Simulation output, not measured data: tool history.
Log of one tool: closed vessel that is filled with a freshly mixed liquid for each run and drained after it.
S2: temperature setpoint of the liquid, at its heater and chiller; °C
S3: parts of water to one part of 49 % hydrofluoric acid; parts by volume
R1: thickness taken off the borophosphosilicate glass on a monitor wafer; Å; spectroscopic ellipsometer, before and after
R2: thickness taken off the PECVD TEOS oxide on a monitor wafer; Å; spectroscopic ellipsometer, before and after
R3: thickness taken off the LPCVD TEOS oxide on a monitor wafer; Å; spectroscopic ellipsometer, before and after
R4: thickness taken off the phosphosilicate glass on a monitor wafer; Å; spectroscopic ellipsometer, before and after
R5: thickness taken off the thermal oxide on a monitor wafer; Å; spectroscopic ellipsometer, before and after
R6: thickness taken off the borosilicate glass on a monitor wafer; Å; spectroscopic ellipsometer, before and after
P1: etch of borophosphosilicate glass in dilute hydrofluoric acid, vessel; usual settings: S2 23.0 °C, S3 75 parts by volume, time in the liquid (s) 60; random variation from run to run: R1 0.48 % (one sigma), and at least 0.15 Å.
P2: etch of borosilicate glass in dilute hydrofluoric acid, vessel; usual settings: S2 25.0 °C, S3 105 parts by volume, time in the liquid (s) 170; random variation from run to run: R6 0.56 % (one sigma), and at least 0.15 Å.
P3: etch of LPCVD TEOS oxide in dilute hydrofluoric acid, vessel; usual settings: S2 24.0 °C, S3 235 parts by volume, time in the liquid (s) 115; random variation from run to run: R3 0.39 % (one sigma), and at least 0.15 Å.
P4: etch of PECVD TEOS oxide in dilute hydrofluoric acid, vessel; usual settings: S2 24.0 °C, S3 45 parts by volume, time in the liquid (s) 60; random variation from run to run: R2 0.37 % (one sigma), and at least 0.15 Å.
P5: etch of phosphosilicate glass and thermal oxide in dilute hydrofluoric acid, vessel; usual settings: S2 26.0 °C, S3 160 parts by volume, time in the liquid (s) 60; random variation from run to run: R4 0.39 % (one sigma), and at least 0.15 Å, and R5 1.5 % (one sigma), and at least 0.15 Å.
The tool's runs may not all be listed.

run 1 hour=13.2 | process_that_ran=P1 S2=23.0 S3=75 time_in_the_liquid_(s)=60 | R1=315.68
run 2 hour=27.7 | process_that_ran=P1 S2=23.0 S3=75 time_in_the_liquid_(s)=60 | R1=320.08
run 3 hour=34.8 | process_that_ran=P4 S2=24.0 S3=45 time_in_the_liquid_(s)=60 | R2=154.860
run 4 hour=50.5 | process_that_ran=P3 S2=24.0 S3=235 time_in_the_liquid_(s)=115 | R3=71.024
run 5 hour=63.8 | process_that_ran=P1 S2=23.0 S3=75 time_in_the_liquid_(s)=60 | R1=318.52
run 6 hour=71.5 | process_that_ran=P1 S2=23.0 S3=75 time_in_the_liquid_(s)=90 | R1=478.90
run 7 hour=80.4 | process_that_ran=P1 S2=28.5 S3=105 time_in_the_liquid_(s)=60 | R1=271.18
run 8 hour=88.5 | process_that_ran=P1 S2=23.0 S3=115 time_in_the_liquid_(s)=60 | R1=196.91
run 9 hour=99.1 | process_that_ran=P5 S2=21.5 S3=160 time_in_the_liquid_(s)=60 | R4=249.39 R5=15.5730
run 10 hour=115.6 | process_that_ran=P1 S2=28.0 S3=75 time_in_the_liquid_(s)=60 | R1=384.21
run 11 hour=128.8 | process_that_ran=P1 S2=23.0 S3=75 time_in_the_liquid_(s)=60 | R1=317.52
run 12 hour=141.0 | process_that_ran=P5 S2=26.0 S3=40 time_in_the_liquid_(s)=60 | R4=1386.70 R5=84.9320
run 13 hour=150.9 | process_that_ran=P3 S2=24.0 S3=235 time_in_the_liquid_(s)=115 | R3=70.558
run 14 hour=160.4 | process_that_ran=P1 S2=17.0 S3=75 time_in_the_liquid_(s)=60 | R1=248.96
run 15 hour=174.2 | process_that_ran=P3 S2=17.5 S3=235 time_in_the_liquid_(s)=115 | R3=55.693
run 16 hour=183.5 | process_that_ran=P3 S2=24.0 S3=235 time_in_the_liquid_(s)=45 | R3=27.767
run 17 hour=196.3 | process_that_ran=P1 S2=23.0 S3=75 time_in_the_liquid_(s)=60 | R1=319.09
run 18 hour=209.2 | process_that_ran=P4 S2=17.0 S3=45 time_in_the_liquid_(s)=60 | R2=115.200
run 19 hour=219.6 | process_that_ran=P5 S2=26.0 S3=160 time_in_the_liquid_(s)=30 | R4=148.31 R5=9.1824
run 20 hour=234.6 | process_that_ran=P1 S2=23.0 S3=30 time_in_the_liquid_(s)=60 | R1=849.08
run 21 hour=249.1 | process_that_ran=P3 S2=24.0 S3=415 time_in_the_liquid_(s)=115 | R3=33.571
run 22 hour=256.2 | process_that_ran=P5 S2=26.0 S3=160 time_in_the_liquid_(s)=60 | R4=295.59 R5=18.4370
run 23 hour=271.0 | process_that_ran=P1 S2=23.0 S3=75 time_in_the_liquid_(s)=60 | R1=318.28
run 24 hour=285.5 | process_that_ran=P1 S2=23.0 S3=75 time_in_the_liquid_(s)=60 | R1=318.59
run 25 hour=294.0 | process_that_ran=P4 S2=24.0 S3=45 time_in_the_liquid_(s)=60 | R2=155.410
run 26 hour=304.0 | process_that_ran=P1 S2=23.0 S3=75 time_in_the_liquid_(s)=30 | R1=159.99
run 27 hour=311.7 | process_that_ran=P4 S2=24.0 S3=70 time_in_the_liquid_(s)=60 | R2=96.684
run 28 hour=328.0 | process_that_ran=P2 S2=25.0 S3=165 time_in_the_liquid_(s)=170 | R6=303.500
run 29 hour=339.4 | process_that_ran=P4 S2=24.0 S3=45 time_in_the_liquid_(s)=30 | R2=77.225
run 30 hour=355.6 | process_that_ran=P2 S2=25.0 S3=105 time_in_the_liquid_(s)=30 | R6=90.355
run 31 hour=371.0 | process_that_ran=P1 S2=18.5 S3=75 time_in_the_liquid_(s)=105 | R1=464.11
run 32 hour=382.8 | process_that_ran=P2 S2=25.0 S3=105 time_in_the_liquid_(s)=170 | R6=513.410
run 33 hour=390.3 | process_that_ran=P2 S2=20.0 S3=105 time_in_the_liquid_(s)=170 | R6=421.220
run 34 hour=403.8 | process_that_ran=P1 S2=23.0 S3=75 time_in_the_liquid_(s)=60 | R1=316.93
run 35 hour=414.2 | process_that_ran=P1 S2=23.0 S3=75 time_in_the_liquid_(s)=60 | R1=307.16
run 36 hour=426.9 | process_that_ran=P1 S2=23.0 S3=75 time_in_the_liquid_(s)=60 | R1=301.19
run 37 hour=441.3 | process_that_ran=P1 S2=23.0 S3=75 time_in_the_liquid_(s)=60 | R1=296.80
run 38 hour=449.0 | process_that_ran=P1 S2=23.0 S3=75 time_in_the_liquid_(s)=60 | R1=295.61
run 39 hour=457.8 | process_that_ran=P1 S2=23.0 S3=75 time_in_the_liquid_(s)=60 | R1=295.82
run 40 hour=466.2 | process_that_ran=P1 S2=23.0 S3=75 time_in_the_liquid_(s)=60 | R1=295.35
run 41 hour=476.6 | process_that_ran=P1 S2=23.0 S3=75 time_in_the_liquid_(s)=60 | R1=294.86

What P1 gives has crept away from where it was. These 2 causes fit the log equally well, each at the size given:
A: hydrofluoric acid flow below the setpoint (%) = 6.8
B: liquid colder than its thermometer reads (K) = 1.89
The creep began at about hour 403.8.

4 check runs are offered, each on 2 wafers whose results are averaged, their results left as question marks. Which one tells the causes apart?
run check 1 hour=487.0 | process_that_ran=P2 S2=25.0 S3=105 time_in_the_liquid_(s)=105 | R6=?
run check 2 hour=487.0 | process_that_ran=P3 S2=24.0 S3=405 time_in_the_liquid_(s)=115 | R3=?
run check 3 hour=487.0 | process_that_ran=P5 S2=26.0 S3=45 time_in_the_liquid_(s)=30 | R4=? R5=?
run check 4 hour=487.0 | process_that_ran=P4 S2=18.5 S3=65 time_in_the_liquid_(s)=60 | R2=?

What each check would give under each cause:
check=check_1 result=R6 if_A=293.960 if_B=295.530
check=check_2 result=R3 if_A=31.685 if_B=32.772
check=check_3 result=R4 if_A=566.59 if_B=565.17
check=check_3 result=R5 if_A=35.3420 if_B=35.2530
check=check_4 result=R2 if_A=76.823 if_B=76.417
How far apart the two closest causes lie, in the result that separates them most: check 1 0.54 %; check 2 3.37 %; check 3 0.25 %; check 4 0.53 %
Only check 2 tells the causes apart: in the others they would give nearly the same result.

Then check 2 was run and gave: R3 31.921 Å. Which cause is it?

It is A: hydrofluoric acid flow below the setpoint (%).
